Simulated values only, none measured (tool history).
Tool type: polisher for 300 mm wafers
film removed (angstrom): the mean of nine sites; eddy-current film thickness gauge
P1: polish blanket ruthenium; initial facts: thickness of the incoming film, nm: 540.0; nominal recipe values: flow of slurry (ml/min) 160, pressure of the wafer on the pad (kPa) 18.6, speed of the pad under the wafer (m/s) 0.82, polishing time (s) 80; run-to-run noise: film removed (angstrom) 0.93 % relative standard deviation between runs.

| run | day | flow of slurry (ml/min) | pressure of the wafer on the pad (kPa) | speed of the pad under the wafer (m/s) | polishing time (s) | wafers polished on this pad | hours since the slurry nozzle was cleaned | hours since the head pressure was calibrated | film removed (angstrom) |
|---|---|---|---|---|---|---|---|---|---|
| 1 | 0.217 | 160 | 18.6 | 0.82 | 80 | 592 | 156.8 | 311.1 | 905.63 |
| 2 | 0.371 | 160 | 26.9 | 0.82 | 124 | 623 | 160.5 | 314.8 | 2044.10 |
|  | 0.392 | head pressure recalibrated |
| 3 | 0.496 | 160 | 18.6 | 0.82 | 80 | 648 | 163.5 | 2.5 | 898.20 |
| 4 | 0.667 | 160 | 9.7 | 0.82 | 80 | 682 | 167.6 | 6.6 | 457.47 |
| 5 | 0.821 | 95 | 18.6 | 0.82 | 80 | 712 | 171.3 | 10.3 | 801.02 |
| 6 | 1.038 | 160 | 18.6 | 1.24 | 80 | 756 | 176.5 | 15.5 | 1360.70 |
| 7 | 1.229 | 160 | 18.6 | 0.82 | 80 | 794 | 181.1 | 20.1 | 898.83 |
| 8 | 1.471 | 160 | 18.6 | 0.82 | 80 | 842 | 186.9 | 25.9 | 895.14 |
| 9 | 1.662 | 160 | 28.3 | 0.82 | 80 | 880 | 191.5 | 30.5 | 1379.20 |
| 10 | 1.788 | 235 | 18.6 | 0.54 | 80 | 905 | 194.5 | 33.5 | 622.07 |
| 11 | 2.008 | 160 | 18.6 | 0.82 | 80 | 949 | 199.8 | 38.8 | 913.09 |
| 12 | 2.238 | 250 | 18.6 | 0.82 | 80 | 995 | 205.3 | 44.3 | 970.18 |
| 13 | 2.383 | 95 | 18.6 | 1.22 | 80 | 1024 | 208.8 | 47.8 | 1226.60 |
| 14 | 2.600 | 160 | 18.6 | 0.82 | 53 | 1067 | 214.0 | 53.0 | 599.55 |
| 15 | 2.808 | 160 | 18.6 | 0.82 | 111 | 1109 | 219.0 | 58.0 | 1242.70 |
| 16 | 2.979 | 160 | 18.6 | 0.52 | 80 | 1143 | 223.1 | 62.1 | 563.57 |
| 17 | 3.242 | 160 | 18.6 | 0.82 | 80 | 1195 | 229.4 | 68.4 | 888.72 |
| 18 | 3.504 | 160 | 18.6 | 0.82 | 80 | 1247 | 235.7 | 74.7 | 892.40 |
| 19 | 3.642 | 160 | 18.6 | 0.82 | 80 | 1275 | 239.0 | 78.0 | 882.88 |
| 20 | 3.846 | 160 | 18.6 | 0.82 | 80 | 1315 | 243.9 | 82.9 | 841.50 |
| 21 | 4.038 | 160 | 18.6 | 0.82 | 80 | 1354 | 248.5 | 87.5 | 861.10 |
|  | 4.138 | head pressure recalibrated |
| 22 | 4.321 | 160 | 18.6 | 0.82 | 80 | 1410 | 255.3 | 4.5 | 853.13 |

The next listed run, before its measurement:
| 23 | 4.546 | 160 | 18.6 | 0.82 | 80 | 1455 | 260.7 | 9.9 | ? |

Run 23 yielded film removed (angstrom) 841.05.

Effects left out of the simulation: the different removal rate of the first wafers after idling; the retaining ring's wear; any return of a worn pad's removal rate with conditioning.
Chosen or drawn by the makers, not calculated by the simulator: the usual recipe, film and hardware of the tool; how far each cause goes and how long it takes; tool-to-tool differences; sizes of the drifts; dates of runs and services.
